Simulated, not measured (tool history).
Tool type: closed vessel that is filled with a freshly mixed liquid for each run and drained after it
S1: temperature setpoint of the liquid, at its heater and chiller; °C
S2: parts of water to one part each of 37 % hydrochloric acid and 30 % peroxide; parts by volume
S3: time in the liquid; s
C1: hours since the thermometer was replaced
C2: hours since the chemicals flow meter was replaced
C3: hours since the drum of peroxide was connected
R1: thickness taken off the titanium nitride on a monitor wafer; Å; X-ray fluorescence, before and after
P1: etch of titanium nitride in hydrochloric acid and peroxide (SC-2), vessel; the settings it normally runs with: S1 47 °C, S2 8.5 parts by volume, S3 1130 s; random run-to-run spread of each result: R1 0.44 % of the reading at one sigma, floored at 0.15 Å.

| run | day | S1 | S2 | S3 | C1 | C2 | C3 | R1 |
|---|---|---|---|---|---|---|---|---|
| 1 | 0.138 | 47 | 8.5 | 1130 | 743.2 | 654.8 | 681.2 | 205.61 |
| 2 | 0.271 | 47 | 8.5 | 1130 | 746.4 | 658 | 684.4 | 207.18 |
| 3 | 0.433 | 61 | 8.5 | 1130 | 750.3 | 661.9 | 688.3 | 508.87 |
| 4 | 0.642 | 47 | 4 | 1735 | 755.3 | 666.9 | 693.3 | 552.22 |
|  | 0.808 | chemicals flow meter replaced |
| 5 | 0.867 | 35 | 8.5 | 1130 | 760.7 | 1.4 | 698.7 | 88.193 |
| 6 | 1.138 | 47 | 13.5 | 1130 | 767.2 | 7.9 | 705.2 | 139.65 |
|  | 1.304 | new drum of peroxide connected |
| 7 | 1.354 | 47 | 4 | 1130 | 772.4 | 13.1 | 1.3 | 360.65 |
| 8 | 1.55 | 47 | 8.5 | 1130 | 777.1 | 17.8 | 6 | 206.15 |
| 9 | 1.783 | 47 | 4 | 395 | 782.7 | 23.4 | 11.6 | 126.02 |
| 10 | 1.938 | 47 | 8.5 | 175 | 786.4 | 27.1 | 15.3 | 32.048 |
| 11 | 2.071 | 47 | 8.5 | 1130 | 789.6 | 30.3 | 18.5 | 205.69 |
| 12 | 2.333 | 47 | 8.5 | 1130 | 795.9 | 36.6 | 24.8 | 206.45 |
| 13 | 2.525 | 47 | 8.5 | 1130 | 800.5 | 41.2 | 29.4 | 207.43 |
| 14 | 2.733 | 47 | 8.5 | 1665 | 805.5 | 46.2 | 34.4 | 301.29 |
| 15 | 2.896 | 35 | 8.5 | 1570 | 809.4 | 50.1 | 38.3 | 122.59 |
| 16 | 3.092 | 47 | 8.5 | 1130 | 814.1 | 54.8 | 43 | 205.48 |
| 17 | 3.312 | 47 | 8.5 | 1130 | 819.4 | 60.1 | 48.3 | 210.85 |
| 18 | 3.479 | 47 | 8.5 | 1130 | 823.4 | 64.1 | 52.3 | 215.83 |

Estimate the outcome of run 19 from the log above:
| 19 | 3.717 | 47 | 8.5 | 1130 | 829.1 | 69.8 | 58 | ? |

Run 19 measured R1 216.21 Å.
